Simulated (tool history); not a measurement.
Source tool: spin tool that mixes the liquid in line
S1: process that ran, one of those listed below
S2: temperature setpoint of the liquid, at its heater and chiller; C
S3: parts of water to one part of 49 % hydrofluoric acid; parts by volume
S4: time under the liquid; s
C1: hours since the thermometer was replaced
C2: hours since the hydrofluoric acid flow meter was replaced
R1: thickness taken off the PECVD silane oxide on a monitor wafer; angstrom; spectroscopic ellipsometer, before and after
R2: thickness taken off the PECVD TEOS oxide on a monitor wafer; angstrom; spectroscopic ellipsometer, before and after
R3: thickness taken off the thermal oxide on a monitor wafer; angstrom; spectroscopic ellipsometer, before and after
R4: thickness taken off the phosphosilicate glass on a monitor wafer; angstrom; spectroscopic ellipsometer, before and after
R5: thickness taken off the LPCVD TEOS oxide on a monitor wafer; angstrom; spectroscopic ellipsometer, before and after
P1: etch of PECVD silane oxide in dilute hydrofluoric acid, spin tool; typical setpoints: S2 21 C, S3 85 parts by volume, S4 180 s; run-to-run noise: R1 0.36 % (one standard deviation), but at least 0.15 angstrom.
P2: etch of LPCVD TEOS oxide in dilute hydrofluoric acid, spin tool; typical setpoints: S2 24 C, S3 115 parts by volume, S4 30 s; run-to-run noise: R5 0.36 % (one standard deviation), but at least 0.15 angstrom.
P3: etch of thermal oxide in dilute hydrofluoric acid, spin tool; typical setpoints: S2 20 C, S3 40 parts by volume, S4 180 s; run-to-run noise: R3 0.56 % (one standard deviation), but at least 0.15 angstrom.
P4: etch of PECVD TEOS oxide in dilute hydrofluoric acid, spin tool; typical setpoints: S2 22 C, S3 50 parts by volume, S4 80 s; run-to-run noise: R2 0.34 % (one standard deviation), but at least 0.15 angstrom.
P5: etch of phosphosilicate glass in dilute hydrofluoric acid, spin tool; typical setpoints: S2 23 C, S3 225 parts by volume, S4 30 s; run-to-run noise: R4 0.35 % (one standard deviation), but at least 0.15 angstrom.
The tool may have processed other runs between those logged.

run	hour	S1	S2	S3	S4	C1	C2	R1	R2	R3	R4	R5
1	5	P1	21	85	180	155.7	573.8	288.8				
2	16.4	P4	22	75	80	167.1	585.2		139.53			
3	23.2	P3	20	40	180	173.9	592			194.32		
4	34.5	P1	21	85	180	185.2	603.3	287.87				
5	44.5	P1	29	85	180	195.2	613.3	397.17				
6	54.9	P5	23	225	65	205.6	623.7				358.96	
7	65.6	P4	27	50	80	216.3	634.4		266.53			
8	74.2	P1	26	85	15	224.9	643	29.243				
9	80.3	P3	20	40	180	231	649.1			195.55		
10	89.6	P2	24	115	30	240.3	658.4					146.42
11	99	P1	21	85	180	249.7	667.8	288.84				
12	109.2	P3	20	40	340	259.9	678			366.6		
13	119.2	P1	21	85	180	269.9	688	287.92				
14	124.6	P1	21	25	180	275.3	693.4	1057.1				
15	130.8	P4	22	50	80	281.5	699.6		217.59			
16	139.9	P3	28	40	180	290.6	708.7			268.57		
17	146.9	P1	21	85	180	297.6	715.7	289.65				
18	152.3	P3	20	55	180	303	721.1			138.77		
19	160.8	P2	24	115	15	311.5	729.6					73.158
20	171.5	P1	17	85	180	322.2	740.3	245.68				
21	180.7	P1	21	85	35	331.4	749.5	56.033				
22	189.3	P2	24	55	30	340	758.1					330.06
23	196.6	P5	23	225	30	347.3	765.4				165.11	
24	203.8	P5	23	225	30	354.5	772.6				165.14	
25	212.9	P1	21	85	360	363.6	781.7	579.24				
26	218.8	P1	25	85	265	369.5	787.6	501.51				
27	229.5	P1	21	85	180	380.2	798.3	288.9				
28	237.4	P1	17	25	180	388.1	806.2	882.46				
29	246.4	P5	31	225	30	397.1	815.2				218.44	
30	256	P5	23	115	30	406.7	824.8				365.65	
31	263.6	P4	22	50	20	414.3	832.4		54.21			
32	270.9	P1	21	135	180	421.6	839.7	172.42				
33	275.9	P1	21	85	180	426.6	844.7	288.36				
34	282.1	P2	28.5	115	30	432.8	850.9					174.6
35	291.4	P1	21	85	180	442.1	860.2	290.79				
36	300.4	P1	21	85	180	451.1	869.2	280.19				
37	308.2	P1	21	85	180	458.9	877	275.53				
38	319.2	P1	21	85	180	469.9	888	269.44				
39	326.9	P1	21	85	180	477.6	895.7	266.86				
40	332.8	P1	21	85	180	483.5	901.6	265.95				
41	337.7	P1	21	85	180	488.4	906.5	264.52				
42	348	P1	21	85	180	498.7	916.8	265.75				
43	357.1	P1	21	85	180	507.8	925.9	264.38				
44	365.5	P1	21	85	180	516.2	934.3	263.29				
45	374	P1	21	85	180	524.7	942.8	264.09				
46	384.6	P1	21	85	180	535.3	953.4	261.86				

P1 has crept away from where it was. The log is fitted equally well by each of these 2 causes, at the sizes shown:
A: hydrofluoric acid flow below the setpoint (%) = 8.4
B: liquid colder than its thermometer reads (K) = 2.33
The creep began at about hour 291.4.

Question marks stand in for the results of the 4 check runs listed below, each run on one wafer. Under which run would the listed causes show clearly different results?
check 1	395.2	P4	25.5	75	80				?			
check 2	395.2	P2	28	70	30							?
check 3	395.2	P5	30.5	225	60						?	
check 4	395.2	P3	27	40	295					?		

What every check run would give for each of its results, assuming each possible cause in turn:
check	result	if A	if B
check 1	R2	146.6	147.05
check 2	R5	270.6	271.86
check 3	R4	384.84	397.59
check 4	R3	389.43	388.56
Distance between the nearest two causes, measured in the result of the check that separates them most: check 1 0.31 %; check 2 0.46 %; check 3 3.26 %; check 4 0.22 %
Check 3 tells the causes apart: in the others they would give nearly the same result.

Here is what check 3 returned: R4 397.44 angstrom. Which cause is it?

The correct cause is B, namely: liquid colder than its thermometer reads (K).
